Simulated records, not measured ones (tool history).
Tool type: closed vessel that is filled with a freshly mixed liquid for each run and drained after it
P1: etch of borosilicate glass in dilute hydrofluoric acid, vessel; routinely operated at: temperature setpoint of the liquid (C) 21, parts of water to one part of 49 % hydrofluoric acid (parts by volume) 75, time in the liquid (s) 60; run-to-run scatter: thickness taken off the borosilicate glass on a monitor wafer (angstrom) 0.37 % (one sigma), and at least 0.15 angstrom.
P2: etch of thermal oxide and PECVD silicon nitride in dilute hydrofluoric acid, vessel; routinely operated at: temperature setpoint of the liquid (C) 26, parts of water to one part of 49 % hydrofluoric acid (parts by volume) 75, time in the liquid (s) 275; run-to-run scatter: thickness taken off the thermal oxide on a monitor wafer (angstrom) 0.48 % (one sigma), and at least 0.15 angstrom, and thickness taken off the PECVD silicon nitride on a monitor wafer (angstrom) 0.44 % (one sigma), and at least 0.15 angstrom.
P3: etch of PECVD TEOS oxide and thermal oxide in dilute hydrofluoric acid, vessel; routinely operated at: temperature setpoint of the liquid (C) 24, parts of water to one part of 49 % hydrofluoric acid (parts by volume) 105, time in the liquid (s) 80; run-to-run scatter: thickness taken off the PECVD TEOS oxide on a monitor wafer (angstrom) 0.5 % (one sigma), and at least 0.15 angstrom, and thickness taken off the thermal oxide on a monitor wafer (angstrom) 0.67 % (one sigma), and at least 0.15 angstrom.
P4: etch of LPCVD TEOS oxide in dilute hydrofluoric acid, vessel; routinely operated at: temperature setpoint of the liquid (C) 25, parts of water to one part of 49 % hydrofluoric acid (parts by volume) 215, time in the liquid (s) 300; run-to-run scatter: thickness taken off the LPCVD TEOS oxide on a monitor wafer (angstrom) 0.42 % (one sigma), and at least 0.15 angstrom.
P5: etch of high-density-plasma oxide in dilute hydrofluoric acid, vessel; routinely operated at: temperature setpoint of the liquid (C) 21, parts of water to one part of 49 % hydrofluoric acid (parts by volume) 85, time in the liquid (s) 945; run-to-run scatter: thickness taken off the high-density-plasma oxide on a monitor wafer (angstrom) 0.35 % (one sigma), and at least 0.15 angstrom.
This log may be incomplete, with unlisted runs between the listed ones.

run,hour,process that ran,temperature setpoint of the liquid (C),parts of water to one part of 49 % hydrofluoric acid (parts by volume),time in the liquid (s),hours since the thermometer was replaced,hours since the hydrofluoric acid flow meter was replaced,thickness taken off the borosilicate glass on a monitor wafer (angstrom),thickness taken off the high-density-plasma oxide on a monitor wafer (angstrom),thickness taken off the thermal oxide on a monitor wafer (angstrom),thickness taken off the PECVD silicon nitride on a monitor wafer (angstrom),thickness taken off the PECVD TEOS oxide on a monitor wafer (angstrom),thickness taken off the LPCVD TEOS oxide on a monitor wafer (angstrom)
1,11.1,P1,21,75,60,504.5,1026.6,220.7,,,,,
2,17.3,P1,21,20,60,510.7,1032.8,885.84,,,,,
3,29.8,P1,21,75,60,523.2,1045.3,221.14,,,,,
4,37.5,P5,21,85,945,530.9,1053,,505.7,,,,
5,48.4,P1,21,120,90,541.8,1063.9,196.19,,,,,
6,59.5,P2,26,30,275,552.9,1075,,,524.25,409.7,,
7,65.3,P3,24,180,80,558.7,1080.8,,,19.48,,57.831,
8,76.9,P3,17,105,80,570.3,1092.4,,,27.643,,80.384,
9,84.4,P1,21,75,60,577.8,1099.9,221.46,,,,,
10,94.3,P5,21,85,945,587.7,1109.8,,505.54,,,,
11,106.8,P1,21,75,60,600.2,1122.3,221.15,,,,,
12,117.7,P1,21,75,60,611.1,1133.2,219.18,,,,,
13,128.1,P1,21,75,60,621.5,1143.6,222.45,,,,,
14,139.5,P1,21,115,105,632.9,1155,240.06,,,,,
15,149.1,P4,25,215,45,642.5,1164.6,,,,,,68.486
16,155.1,P1,25.5,75,60,648.5,1170.6,262.89,,,,,
17,166.7,P5,21,85,1880,660.1,1182.2,,1010.1,,,,
18,174.9,P2,26,75,275,668.3,1190.4,,,195.57,167.48,,
19,184.9,P2,31,75,275,678.3,1200.4,,,234.82,230.57,,
20,195.6,P5,17,85,945,689,1211.1,,426.45,,,,
21,203.9,P3,24,105,30,697.3,1219.4,,,13.379,,40.278,
22,212.4,P4,29,215,300,705.8,1227.9,,,,,,533.35
23,222.9,P1,21,75,60,716.3,1238.4,221.26,,,,,
24,229.3,P4,25,35,300,722.7,1244.8,,,,,,3521.8
25,237.5,P5,21,30,945,730.9,1253,,1527.4,,,,
26,248.4,P1,17,75,60,741.8,1263.9,185.75,,,,,
27,257.7,P2,26,75,495,751.1,1273.2,,,352.73,301.94,,
28,270.4,P1,21,75,30,763.8,1285.9,110.29,,,,,
29,276.4,P4,25,215,300,769.8,1291.9,,,,,,460.77
30,285.4,P1,21,75,100,778.8,1300.9,367.33,,,,,
31,294.5,P2,26,75,275,787.9,1310,,,195.38,167.66,,
32,306.4,P3,24,105,80,799.8,1321.9,,,36.39,,105.66,
33,317.7,P1,21,130,60,811.1,1333.2,119.63,,,,,
34,326.1,P1,21,75,60,819.5,1341.6,221.16,,,,,
35,335.5,P1,21,75,60,828.9,1351,228.01,,,,,
36,341.8,P1,21,75,60,835.2,1357.3,231.72,,,,,
37,350.8,P1,21,75,60,844.2,1366.3,233.97,,,,,
38,359.3,P1,21,75,60,852.7,1374.8,237.79,,,,,
39,370.4,P1,21,75,60,863.8,1385.9,237.94,,,,,
40,377.1,P1,21,75,60,870.5,1392.6,239.62,,,,,
41,384.8,P1,21,75,60,878.2,1400.3,239.94,,,,,
42,394.7,P1,21,75,60,888.1,1410.2,242.05,,,,,
43,404.6,P1,21,75,60,898,1420.1,242.39,,,,,
44,414.4,P1,21,75,60,907.8,1429.9,241.69,,,,,

The log shows P1 creeping away from where it was. Any of the 2 causes listed here, at the size stated for it, fits the log just as well as the others:
A: liquid hotter than its thermometer reads (K) = 2.2
B: hydrofluoric acid flow above the setpoint (%) = 8.62
The drift started at roughly hour 326.1.

Listed below are the offered check runs, one wafer per run, with question marks in place of results. For which of them would the causes give clearly different outcomes?
check 1,424.2,P2,30,75,475,,,,,?,?,,
check 2,424.2,P5,21,85,1790,,,,?,,,,
check 3,424.2,P3,17,105,30,,,,,?,,?,
check 4,424.2,P4,25,50,120,,,,,,,,?

How each check would come out, cause by cause:
check,result,if A,if B
check 1,thickness taken off the thermal oxide on a monitor wafer (angstrom),429.58,433
check 1,thickness taken off the PECVD silicon nitride on a monitor wafer (angstrom),430.65,407.12
check 2,thickness taken off the high-density-plasma oxide on a monitor wafer (angstrom),1048,1049.1
check 3,thickness taken off the thermal oxide on a monitor wafer (angstrom),11.227,11.223
check 3,thickness taken off the PECVD TEOS oxide on a monitor wafer (angstrom),33.072,33.062
check 4,thickness taken off the LPCVD TEOS oxide on a monitor wafer (angstrom),1056.9,1056
Separation of the two closest causes in each check, using whichever result separates them best: check 1 5.62 %; check 2 0.11 %; check 3 0.03 %; check 4 0.09 %
Only check 1 tells the causes apart: in the others they would give nearly the same result.

Then check 1 was run and gave: thickness taken off the thermal oxide on a monitor wafer (angstrom) 434.16; thickness taken off the PECVD silicon nitride on a monitor wafer (angstrom) 407.67. Which cause is it?

Of the candidate causes, it is B: hydrofluoric acid flow above the setpoint (%).
